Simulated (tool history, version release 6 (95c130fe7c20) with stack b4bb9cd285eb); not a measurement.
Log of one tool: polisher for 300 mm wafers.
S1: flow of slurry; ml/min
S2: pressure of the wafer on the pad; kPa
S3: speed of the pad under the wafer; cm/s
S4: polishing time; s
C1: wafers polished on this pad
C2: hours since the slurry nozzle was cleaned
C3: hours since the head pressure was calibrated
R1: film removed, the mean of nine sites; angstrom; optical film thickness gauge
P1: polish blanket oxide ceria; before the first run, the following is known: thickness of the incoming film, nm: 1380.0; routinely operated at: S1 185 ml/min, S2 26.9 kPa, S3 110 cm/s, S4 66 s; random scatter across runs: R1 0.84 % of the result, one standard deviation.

Run 1, hour 3: S1 185 ml/min, S2 26.9 kPa, S3 110 cm/s, S4 66 s; C1 299; C2 420.9; C3 86.8. Result: R1 4574.6 angstrom.
Run 2, hour 7.3: S1 110 ml/min, S2 26.9 kPa, S3 110 cm/s, S4 66 s; C1 358; C2 425.2; C3 91.1. Result: R1 4279.7 angstrom.
Run 3, hour 11.2: S1 185 ml/min, S2 37.9 kPa, S3 58 cm/s, S4 66 s; C1 410; C2 429.1; C3 95. Result: R1 3477.6 angstrom.
At hour 11.7: slurry nozzle cleaned.
Run 4, hour 15.5: S1 185 ml/min, S2 26.9 kPa, S3 110 cm/s, S4 66 s; C1 469; C2 3.8; C3 99.3. Result: R1 4632 angstrom.
Run 5, hour 19.1: S1 185 ml/min, S2 18.6 kPa, S3 74 cm/s, S4 66 s; C1 517; C2 7.4; C3 102.9. Result: R1 2105.3 angstrom.
Run 6, hour 22.5: S1 185 ml/min, S2 26.9 kPa, S3 110 cm/s, S4 101 s; C1 564; C2 10.8; C3 106.3. Result: R1 7152.3 angstrom.
Run 7, hour 26.7: S1 185 ml/min, S2 26.9 kPa, S3 110 cm/s, S4 66 s; C1 620; C2 15; C3 110.5. Result: R1 4663.9 angstrom.
Run 8, hour 30.7: S1 185 ml/min, S2 26.9 kPa, S3 110 cm/s, S4 66 s; C1 675; C2 19; C3 114.5. Result: R1 4602.2 angstrom.
Run 9, hour 35.2: S1 185 ml/min, S2 26.9 kPa, S3 110 cm/s, S4 33 s; C1 736; C2 23.5; C3 119. Result: R1 2293 angstrom.
Run 10, hour 39.1: S1 185 ml/min, S2 26.9 kPa, S3 110 cm/s, S4 66 s; C1 788; C2 27.4; C3 122.9. Result: R1 4609.7 angstrom.
Run 11, hour 42.7: S1 185 ml/min, S2 12.4 kPa, S3 110 cm/s, S4 66 s; C1 837; C2 31; C3 126.5. Result: R1 2132.1 angstrom.
Run 12, hour 47: S1 185 ml/min, S2 26.9 kPa, S3 52 cm/s, S4 66 s; C1 895; C2 35.3; C3 130.8. Result: R1 2201.4 angstrom.
Run 13, hour 51.1: S1 185 ml/min, S2 37.9 kPa, S3 110 cm/s, S4 66 s; C1 951; C2 39.4; C3 134.9. Result: R1 6479.6 angstrom.
Run 14, hour 54.7: S1 285 ml/min, S2 26.9 kPa, S3 110 cm/s, S4 66 s; C1 1000; C2 43; C3 138.5. Result: R1 4836 angstrom.
Run 15, hour 57.2: S1 185 ml/min, S2 26.9 kPa, S3 172 cm/s, S4 66 s; C1 1034; C2 45.5; C3 141. Result: R1 7108.7 angstrom.
Run 16, hour 59.3: S1 185 ml/min, S2 26.9 kPa, S3 110 cm/s, S4 66 s; C1 1062; C2 47.6; C3 143.1. Result: R1 4600.1 angstrom.
Run 17, hour 61.9: S1 185 ml/min, S2 26.9 kPa, S3 110 cm/s, S4 66 s; C1 1097; C2 50.2; C3 145.7. Result: R1 4473.4 angstrom.
Run 18, hour 64.7: S1 185 ml/min, S2 26.9 kPa, S3 110 cm/s, S4 66 s; C1 1135; C2 53; C3 148.5. Result: R1 4441.1 angstrom.
Run 19, hour 66.7: S1 185 ml/min, S2 26.9 kPa, S3 110 cm/s, S4 66 s; C1 1162; C2 55; C3 150.5. Result: R1 4383.9 angstrom.
Run 20, hour 69.1: S1 185 ml/min, S2 26.9 kPa, S3 110 cm/s, S4 66 s; C1 1195; C2 57.4; C3 152.9. Result: R1 4305.8 angstrom.
At hour 71: worn pad replaced by a new one.
Run 21, hour 73.2: S1 185 ml/min, S2 26.9 kPa, S3 110 cm/s, S4 66 s; C1 30; C2 61.5; C3 157. Result: R1 4262.6 angstrom.
Run 22, hour 77.2: S1 185 ml/min, S2 26.9 kPa, S3 110 cm/s, S4 66 s; C1 84; C2 65.5; C3 161. Result: R1 4263.6 angstrom.
Run 23, hour 81.4: S1 185 ml/min, S2 26.9 kPa, S3 110 cm/s, S4 66 s; C1 141; C2 69.7; C3 165.2. Result: R1 4278.9 angstrom.
Run 24, hour 84.8: S1 185 ml/min, S2 26.9 kPa, S3 110 cm/s, S4 66 s; C1 187; C2 73.1; C3 168.6. Result: R1 4256.1 angstrom.

P1 no longer gives what it gave before; its output has crept away from where it was. The following 2 causes, each at its listed size, fit the log equally well:
A: head's pressure below its setpoint, % = 8.09
B: slurry flow missing at the pad, % = 37.6
The creep began at about hour 59.3.
Excluded causes, each with its reason:
removal rate lost through wear of the pad, %: serviced after onset, at hour 71, with no recovery of the prior output

The list below offers 4 check runs, each averaging the results of 3 wafers, and shows each result as a question mark. For which of them would the listed causes give clearly different results?
Run check 1, hour 88.2: S1 125 ml/min, S2 26.9 kPa, S3 64 cm/s, S4 66 s. Result: R1 ?.
Run check 2, hour 88.2: S1 185 ml/min, S2 26.9 kPa, S3 170 cm/s, S4 99 s. Result: R1 ?.
Run check 3, hour 88.2: S1 185 ml/min, S2 26.9 kPa, S3 168 cm/s, S4 48 s. Result: R1 ?.
Run check 4, hour 88.2: S1 185 ml/min, S2 26.9 kPa, S3 158 cm/s, S4 66 s. Result: R1 ?.

How each check would come out, cause by cause:
  check  result    if A    if B
check 1      R1  2304.3  2223.5
check 2      R1    9823    9822
check 3      R1  4706.7  4706.1
check 4      R1  6086.4  6085.8
Distance between the nearest two causes, measured in the result of the check that separates them most: check 1 3.57 %; check 2 0.01 %; check 3 0.01 %; check 4 0.01 %
The other checks would show nearly matching results whichever cause is true, so check 1 is the only one that separates the causes.

Running check 1 produced the following: R1 2233.6 angstrom. Which one of the listed causes fits?

It is B: slurry flow missing at the pad, %.

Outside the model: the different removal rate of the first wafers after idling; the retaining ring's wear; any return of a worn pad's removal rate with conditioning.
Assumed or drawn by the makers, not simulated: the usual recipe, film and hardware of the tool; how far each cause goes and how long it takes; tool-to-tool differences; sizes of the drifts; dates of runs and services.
